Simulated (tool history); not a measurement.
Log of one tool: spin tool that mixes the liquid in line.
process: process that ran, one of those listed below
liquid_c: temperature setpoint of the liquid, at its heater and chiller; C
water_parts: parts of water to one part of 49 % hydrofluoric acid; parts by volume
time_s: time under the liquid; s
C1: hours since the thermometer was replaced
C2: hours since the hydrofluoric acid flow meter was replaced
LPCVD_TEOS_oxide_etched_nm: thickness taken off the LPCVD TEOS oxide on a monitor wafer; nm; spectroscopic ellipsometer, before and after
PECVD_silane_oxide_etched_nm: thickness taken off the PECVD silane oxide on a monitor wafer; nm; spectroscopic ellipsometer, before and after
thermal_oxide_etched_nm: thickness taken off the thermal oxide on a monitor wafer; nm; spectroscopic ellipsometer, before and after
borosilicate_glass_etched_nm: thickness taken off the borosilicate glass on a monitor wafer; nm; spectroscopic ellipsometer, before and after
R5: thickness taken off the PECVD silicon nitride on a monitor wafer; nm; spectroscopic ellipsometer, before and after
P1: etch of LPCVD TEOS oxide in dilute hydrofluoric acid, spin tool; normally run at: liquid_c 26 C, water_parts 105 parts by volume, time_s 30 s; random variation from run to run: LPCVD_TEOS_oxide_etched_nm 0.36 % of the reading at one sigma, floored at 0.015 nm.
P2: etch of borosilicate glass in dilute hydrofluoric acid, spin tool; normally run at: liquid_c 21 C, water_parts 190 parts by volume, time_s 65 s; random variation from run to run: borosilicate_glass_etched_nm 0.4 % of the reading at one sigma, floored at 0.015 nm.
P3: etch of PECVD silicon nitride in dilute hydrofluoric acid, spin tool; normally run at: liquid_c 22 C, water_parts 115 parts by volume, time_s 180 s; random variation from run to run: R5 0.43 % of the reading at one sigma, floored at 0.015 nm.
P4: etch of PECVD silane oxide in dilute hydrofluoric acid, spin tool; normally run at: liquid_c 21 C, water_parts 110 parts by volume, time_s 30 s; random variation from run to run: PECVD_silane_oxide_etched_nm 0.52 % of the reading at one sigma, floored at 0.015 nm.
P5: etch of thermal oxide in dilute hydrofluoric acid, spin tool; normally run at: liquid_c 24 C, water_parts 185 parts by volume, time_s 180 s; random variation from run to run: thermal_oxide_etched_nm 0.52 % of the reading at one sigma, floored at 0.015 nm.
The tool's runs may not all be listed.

{"run": 1, "hour": 7.9, "process": "P1", "liquid_c": 26, "water_parts": 105, "time_s": 30, "C1": 503.5, "C2": 217.1, "LPCVD_TEOS_oxide_etched_nm": 16.249}
{"run": 2, "hour": 16.3, "process": "P1", "liquid_c": 26, "water_parts": 105, "time_s": 30, "C1": 511.9, "C2": 225.5, "LPCVD_TEOS_oxide_etched_nm": 16.383}
{"run": 3, "hour": 23.0, "process": "P4", "liquid_c": 21, "water_parts": 110, "time_s": 60, "C1": 518.6, "C2": 232.2, "PECVD_silane_oxide_etched_nm": 21.894}
{"run": 4, "hour": 28.2, "process": "P5", "liquid_c": 24, "water_parts": 65, "time_s": 180, "C1": 523.8, "C2": 237.4, "thermal_oxide_etched_nm": 13.393}
{"run": 5, "hour": 34.7, "process": "P1", "liquid_c": 26, "water_parts": 105, "time_s": 30, "C1": 530.3, "C2": 243.9, "LPCVD_TEOS_oxide_etched_nm": 16.227}
{"run": 6, "hour": 43.3, "process": "P2", "liquid_c": 17, "water_parts": 190, "time_s": 65, "C1": 538.9, "C2": 252.5, "borosilicate_glass_etched_nm": 5.8675}
{"run": 7, "hour": 52.5, "process": "P4", "liquid_c": 28.5, "water_parts": 110, "time_s": 30, "C1": 548.1, "C2": 261.7, "PECVD_silane_oxide_etched_nm": 14.834}
{"run": 8, "hour": 57.9, "process": "P4", "liquid_c": 21, "water_parts": 110, "time_s": 30, "C1": 553.5, "C2": 267.1, "PECVD_silane_oxide_etched_nm": 11.016}
{"run": 9, "hour": 69.3, "process": "P3", "liquid_c": 22, "water_parts": 115, "time_s": 180, "C1": 564.9, "C2": 278.5, "R5": 7.4142}
{"run": 10, "hour": 78.5, "process": "P2", "liquid_c": 21, "water_parts": 190, "time_s": 15, "C1": 574.1, "C2": 287.7, "borosilicate_glass_etched_nm": 1.6041}
{"run": 11, "hour": 85.0, "process": "P5", "liquid_c": 30.5, "water_parts": 185, "time_s": 180, "C1": 580.6, "C2": 294.2, "thermal_oxide_etched_nm": 5.1315}
{"run": 12, "hour": 96.5, "process": "P3", "liquid_c": 22, "water_parts": 210, "time_s": 180, "C1": 592.1, "C2": 305.7, "R5": 4.1011}
{"run": 13, "hour": 101.7, "process": "P1", "liquid_c": 21, "water_parts": 105, "time_s": 30, "C1": 597.3, "C2": 310.9, "LPCVD_TEOS_oxide_etched_nm": 13.361}
{"run": 14, "hour": 110.8, "process": "P5", "liquid_c": 24, "water_parts": 185, "time_s": 40, "C1": 606.4, "C2": 320, "thermal_oxide_etched_nm": 0.9101}
{"run": 15, "hour": 117.6, "process": "P1", "liquid_c": 26, "water_parts": 150, "time_s": 30, "C1": 613.2, "C2": 326.8, "LPCVD_TEOS_oxide_etched_nm": 10.823}
{"run": 16, "hour": 126.2, "process": "P4", "liquid_c": 21, "water_parts": 175, "time_s": 30, "C1": 621.8, "C2": 335.4, "PECVD_silane_oxide_etched_nm": 6.4571}
{"run": 17, "hour": 136.6, "process": "P2", "liquid_c": 21, "water_parts": 190, "time_s": 65, "C1": 632.2, "C2": 345.8, "borosilicate_glass_etched_nm": 6.8643}
{"run": 18, "hour": 148.2, "process": "P1", "liquid_c": 26, "water_parts": 105, "time_s": 30, "C1": 643.8, "C2": 357.4, "LPCVD_TEOS_oxide_etched_nm": 16.333}
{"hour": 149.1, "done": "thermometer replaced"}
{"run": 19, "hour": 155.6, "process": "P1", "liquid_c": 26, "water_parts": 180, "time_s": 15, "C1": 6.5, "C2": 364.8, "LPCVD_TEOS_oxide_etched_nm": 4.3708}
{"run": 20, "hour": 161.1, "process": "P1", "liquid_c": 26, "water_parts": 105, "time_s": 30, "C1": 12, "C2": 370.3, "LPCVD_TEOS_oxide_etched_nm": 16.319}
{"run": 21, "hour": 170.5, "process": "P2", "liquid_c": 21, "water_parts": 55, "time_s": 65, "C1": 21.4, "C2": 379.7, "borosilicate_glass_etched_nm": 27.669}
{"run": 22, "hour": 180.6, "process": "P1", "liquid_c": 26, "water_parts": 105, "time_s": 50, "C1": 31.5, "C2": 389.8, "LPCVD_TEOS_oxide_etched_nm": 27.346}
{"run": 23, "hour": 186.6, "process": "P3", "liquid_c": 17, "water_parts": 115, "time_s": 180, "C1": 37.5, "C2": 395.8, "R5": 5.2772}
{"run": 24, "hour": 196.8, "process": "P1", "liquid_c": 26, "water_parts": 25, "time_s": 30, "C1": 47.7, "C2": 406, "LPCVD_TEOS_oxide_etched_nm": 76.397}
{"run": 25, "hour": 206.7, "process": "P3", "liquid_c": 22, "water_parts": 115, "time_s": 340, "C1": 57.6, "C2": 415.9, "R5": 13.96}
{"run": 26, "hour": 217.9, "process": "P1", "liquid_c": 26, "water_parts": 105, "time_s": 15, "C1": 68.8, "C2": 427.1, "LPCVD_TEOS_oxide_etched_nm": 8.1585}
{"run": 27, "hour": 229.6, "process": "P1", "liquid_c": 26, "water_parts": 105, "time_s": 30, "C1": 80.5, "C2": 438.8, "LPCVD_TEOS_oxide_etched_nm": 16.409}
{"run": 28, "hour": 241.4, "process": "P1", "liquid_c": 31.5, "water_parts": 105, "time_s": 30, "C1": 92.3, "C2": 450.6, "LPCVD_TEOS_oxide_etched_nm": 20.184}
{"run": 29, "hour": 250.6, "process": "P1", "liquid_c": 26, "water_parts": 105, "time_s": 30, "C1": 101.5, "C2": 459.8, "LPCVD_TEOS_oxide_etched_nm": 16.373}
{"run": 30, "hour": 257.6, "process": "P5", "liquid_c": 24, "water_parts": 185, "time_s": 180, "C1": 108.5, "C2": 466.8, "thermal_oxide_etched_nm": 4.0442}
{"run": 31, "hour": 268.0, "process": "P1", "liquid_c": 26, "water_parts": 105, "time_s": 30, "C1": 118.9, "C2": 477.2, "LPCVD_TEOS_oxide_etched_nm": 16.402}
{"run": 32, "hour": 273.6, "process": "P1", "liquid_c": 26, "water_parts": 105, "time_s": 30, "C1": 124.5, "C2": 482.8, "LPCVD_TEOS_oxide_etched_nm": 16.009}
{"run": 33, "hour": 278.7, "process": "P1", "liquid_c": 26, "water_parts": 105, "time_s": 30, "C1": 129.6, "C2": 487.9, "LPCVD_TEOS_oxide_etched_nm": 15.77}
{"run": 34, "hour": 285.7, "process": "P1", "liquid_c": 26, "water_parts": 105, "time_s": 30, "C1": 136.6, "C2": 494.9, "LPCVD_TEOS_oxide_etched_nm": 15.602}
{"run": 35, "hour": 294.1, "process": "P1", "liquid_c": 26, "water_parts": 105, "time_s": 30, "C1": 145, "C2": 503.3, "LPCVD_TEOS_oxide_etched_nm": 15.268}
{"run": 36, "hour": 300.4, "process": "P1", "liquid_c": 26, "water_parts": 105, "time_s": 30, "C1": 151.3, "C2": 509.6, "LPCVD_TEOS_oxide_etched_nm": 15.221}
{"run": 37, "hour": 309.3, "process": "P1", "liquid_c": 26, "water_parts": 105, "time_s": 30, "C1": 160.2, "C2": 518.5, "LPCVD_TEOS_oxide_etched_nm": 15.126}
{"run": 38, "hour": 319.8, "process": "P1", "liquid_c": 26, "water_parts": 105, "time_s": 30, "C1": 170.7, "C2": 529, "LPCVD_TEOS_oxide_etched_nm": 15.054}
{"run": 39, "hour": 330.0, "process": "P1", "liquid_c": 26, "water_parts": 105, "time_s": 30, "C1": 180.9, "C2": 539.2, "LPCVD_TEOS_oxide_etched_nm": 15.051}
{"run": 40, "hour": 338.1, "process": "P1", "liquid_c": 26, "water_parts": 105, "time_s": 30, "C1": 189, "C2": 547.3, "LPCVD_TEOS_oxide_etched_nm": 15.034}
{"run": 41, "hour": 347.5, "process": "P1", "liquid_c": 26, "water_parts": 105, "time_s": 30, "C1": 198.4, "C2": 556.7, "LPCVD_TEOS_oxide_etched_nm": 15.046}

What P1 gives has crept off from where it sat before. The 2 causes that follow fit the log equally well, each at the size noted:
A: liquid colder than its thermometer reads (K) = 2.17
B: hydrofluoric acid flow below the setpoint (%) = 7.19
The creep began at about hour 268.

Listed below are the offered check runs, one wafer per run, with question marks in place of results. For which of them would the causes give clearly different outcomes?
{"run": "check 1", "hour": 356.9, "process": "P2", "liquid_c": 21, "water_parts": 85, "time_s": 65, "borosilicate_glass_etched_nm": "?"}
{"run": "check 2", "hour": 356.9, "process": "P5", "liquid_c": 29, "water_parts": 115, "time_s": 180, "thermal_oxide_etched_nm": "?"}
{"run": "check 3", "hour": 356.9, "process": "P3", "liquid_c": 22, "water_parts": 165, "time_s": 325, "R5": "?"}
{"run": "check 4", "hour": 356.9, "process": "P4", "liquid_c": 28, "water_parts": 155, "time_s": 30, "PECVD_silane_oxide_etched_nm": "?"}

Check results expected under each cause:
check=check_1 result=borosilicate_glass_etched_nm if_A=15.765 if_B=15.889
check=check_2 result=thermal_oxide_etched_nm if_A=7.8987 if_B=7.8622
check=check_3 result=R5 if_A=8.1382 if_B=8.7266
check=check_4 result=PECVD_silane_oxide_etched_nm if_A=8.9418 if_B=8.8597
Gap, in per cent, between the two causes that each check separates least, read from the result that separates them most: check 1 0.78 %; check 2 0.46 %; check 3 6.98 %; check 4 0.92 %
The causes can be told apart only by check 3. The other checks would give nearly the same results under each of them.

Check 3 has now been run. It gave: R5 8.1512 nm. Which of the candidate causes is it?

The cause is A: liquid colder than its thermometer reads (K).
